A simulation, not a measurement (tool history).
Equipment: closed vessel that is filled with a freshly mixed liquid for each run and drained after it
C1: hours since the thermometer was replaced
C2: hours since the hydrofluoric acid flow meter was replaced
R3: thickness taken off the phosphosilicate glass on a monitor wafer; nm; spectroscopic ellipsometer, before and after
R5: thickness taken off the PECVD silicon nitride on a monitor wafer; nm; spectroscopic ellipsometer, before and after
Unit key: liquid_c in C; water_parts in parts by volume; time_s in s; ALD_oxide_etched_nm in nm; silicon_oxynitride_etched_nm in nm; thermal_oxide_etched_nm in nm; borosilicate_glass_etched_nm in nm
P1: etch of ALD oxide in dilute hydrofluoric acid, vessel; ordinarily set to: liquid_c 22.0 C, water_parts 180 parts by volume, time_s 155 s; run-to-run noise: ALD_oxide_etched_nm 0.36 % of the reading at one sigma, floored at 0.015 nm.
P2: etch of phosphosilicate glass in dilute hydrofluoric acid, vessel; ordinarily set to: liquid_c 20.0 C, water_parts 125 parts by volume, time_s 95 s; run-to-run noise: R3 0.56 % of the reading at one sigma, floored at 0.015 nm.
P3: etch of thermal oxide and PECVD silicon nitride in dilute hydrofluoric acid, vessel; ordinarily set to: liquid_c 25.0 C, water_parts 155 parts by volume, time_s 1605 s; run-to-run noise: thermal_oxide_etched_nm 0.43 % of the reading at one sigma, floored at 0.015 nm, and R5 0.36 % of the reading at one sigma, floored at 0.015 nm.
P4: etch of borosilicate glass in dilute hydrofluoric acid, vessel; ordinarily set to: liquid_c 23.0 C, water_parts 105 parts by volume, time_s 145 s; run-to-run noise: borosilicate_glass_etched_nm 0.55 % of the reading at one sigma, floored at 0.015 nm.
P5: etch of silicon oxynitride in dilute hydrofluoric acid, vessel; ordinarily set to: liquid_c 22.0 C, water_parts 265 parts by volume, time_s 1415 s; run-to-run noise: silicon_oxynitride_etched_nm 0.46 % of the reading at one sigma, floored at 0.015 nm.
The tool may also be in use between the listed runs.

run 1 hour=13.1 | process=P1 liquid_c=22.0 water_parts=180 time_s=155 | C1=583.1 C2=149.1 | ALD_oxide_etched_nm=12.4610
run 2 hour=20.7 | process=P1 liquid_c=22.0 water_parts=250 time_s=155 | C1=590.7 C2=156.7 | ALD_oxide_etched_nm=8.3876
run 3 hour=33.2 | process=P5 liquid_c=22.0 water_parts=265 time_s=1415 | C1=603.2 C2=169.2 | silicon_oxynitride_etched_nm=20.325
run 4 hour=39.6 | process=P2 liquid_c=20.0 water_parts=125 time_s=95 | C1=609.6 C2=175.6 | R3=52.702
run 5 hour=53.7 | process=P1 liquid_c=22.0 water_parts=180 time_s=155 | C1=623.7 C2=189.7 | ALD_oxide_etched_nm=12.4950
run 6 hour=59.8 | process=P3 liquid_c=25.0 water_parts=155 time_s=1605 | C1=629.8 C2=195.8 | thermal_oxide_etched_nm=49.557 R5=32.871
run 7 hour=69.5 | process=P4 liquid_c=17.0 water_parts=105 time_s=145 | C1=639.5 C2=205.5 | borosilicate_glass_etched_nm=29.019
run 8 hour=83.6 | process=P2 liquid_c=20.0 water_parts=125 time_s=30 | C1=653.6 C2=219.6 | R3=16.591
run 9 hour=91.0 | process=P2 liquid_c=17.0 water_parts=125 time_s=95 | C1=661.0 C2=227.0 | R3=46.501
run 10 hour=102.1 | process=P1 liquid_c=22.0 water_parts=180 time_s=155 | C1=672.1 C2=238.1 | ALD_oxide_etched_nm=12.4670
run 11 hour=110.0 | process=P3 liquid_c=25.0 water_parts=155 time_s=1605 | C1=680.0 C2=246.0 | thermal_oxide_etched_nm=49.720 R5=33.363
run 12 hour=123.7 | process=P3 liquid_c=25.0 water_parts=155 time_s=2660 | C1=693.7 C2=259.7 | thermal_oxide_etched_nm=81.771 R5=54.733
run 13 hour=137.2 | process=P5 liquid_c=18.0 water_parts=265 time_s=1415 | C1=707.2 C2=273.2 | silicon_oxynitride_etched_nm=17.152
run 14 hour=147.4 | process=P1 liquid_c=22.0 water_parts=180 time_s=155 | C1=717.4 C2=283.4 | ALD_oxide_etched_nm=12.5700
run 15 hour=160.7 | process=P1 liquid_c=22.0 water_parts=180 time_s=30 | C1=730.7 C2=296.7 | ALD_oxide_etched_nm=2.4044
run 16 hour=170.1 | process=P1 liquid_c=25.5 water_parts=180 time_s=30 | C1=740.1 C2=306.1 | ALD_oxide_etched_nm=2.7563
run 17 hour=178.5 | process=P1 liquid_c=22.0 water_parts=315 time_s=215 | C1=748.5 C2=314.5 | ALD_oxide_etched_nm=8.7325
run 18 hour=187.7 | process=P1 liquid_c=27.0 water_parts=180 time_s=155 | C1=757.7 C2=323.7 | ALD_oxide_etched_nm=15.0720
run 19 hour=196.0 | process=P1 liquid_c=22.0 water_parts=180 time_s=155 | C1=766.0 C2=332.0 | ALD_oxide_etched_nm=12.5110
run 20 hour=206.4 | process=P1 liquid_c=18.0 water_parts=180 time_s=155 | C1=776.4 C2=342.4 | ALD_oxide_etched_nm=10.6960
run 21 hour=216.9 | process=P4 liquid_c=23.0 water_parts=105 time_s=145 | C1=786.9 C2=352.9 | borosilicate_glass_etched_nm=37.194
run 22 hour=225.5 | process=P1 liquid_c=22.0 water_parts=60 time_s=155 | C1=795.5 C2=361.5 | ALD_oxide_etched_nm=43.1680
run 23 hour=234.0 | process=P5 liquid_c=22.0 water_parts=360 time_s=1415 | C1=804.0 C2=370.0 | silicon_oxynitride_etched_nm=14.230
run 24 hour=248.0 | process=P1 liquid_c=22.0 water_parts=180 time_s=230 | C1=818.0 C2=384.0 | ALD_oxide_etched_nm=18.6260
run 25 hour=254.9 | process=P4 liquid_c=23.0 water_parts=105 time_s=40 | C1=824.9 C2=390.9 | borosilicate_glass_etched_nm=10.224
run 26 hour=268.0 | process=P5 liquid_c=22.0 water_parts=265 time_s=2400 | C1=838.0 C2=404.0 | silicon_oxynitride_etched_nm=34.649
run 27 hour=279.7 | process=P4 liquid_c=23.0 water_parts=105 time_s=145 | C1=849.7 C2=415.7 | borosilicate_glass_etched_nm=36.843
run 28 hour=290.5 | process=P1 liquid_c=26.0 water_parts=260 time_s=155 | C1=860.5 C2=426.5 | ALD_oxide_etched_nm=9.1984
run 29 hour=301.9 | process=P3 liquid_c=31.5 water_parts=155 time_s=1605 | C1=871.9 C2=437.9 | thermal_oxide_etched_nm=62.565 R5=49.812
run 30 hour=313.0 | process=P2 liquid_c=20.0 water_parts=215 time_s=95 | C1=883.0 C2=449.0 | R3=27.726

What will run 31 give?
run 31 hour=326.6 | process=P5 liquid_c=22.0 water_parts=265 time_s=1415 | C1=896.6 C2=462.6 | silicon_oxynitride_etched_nm=?

silicon_oxynitride_etched_nm: 20.687 nm
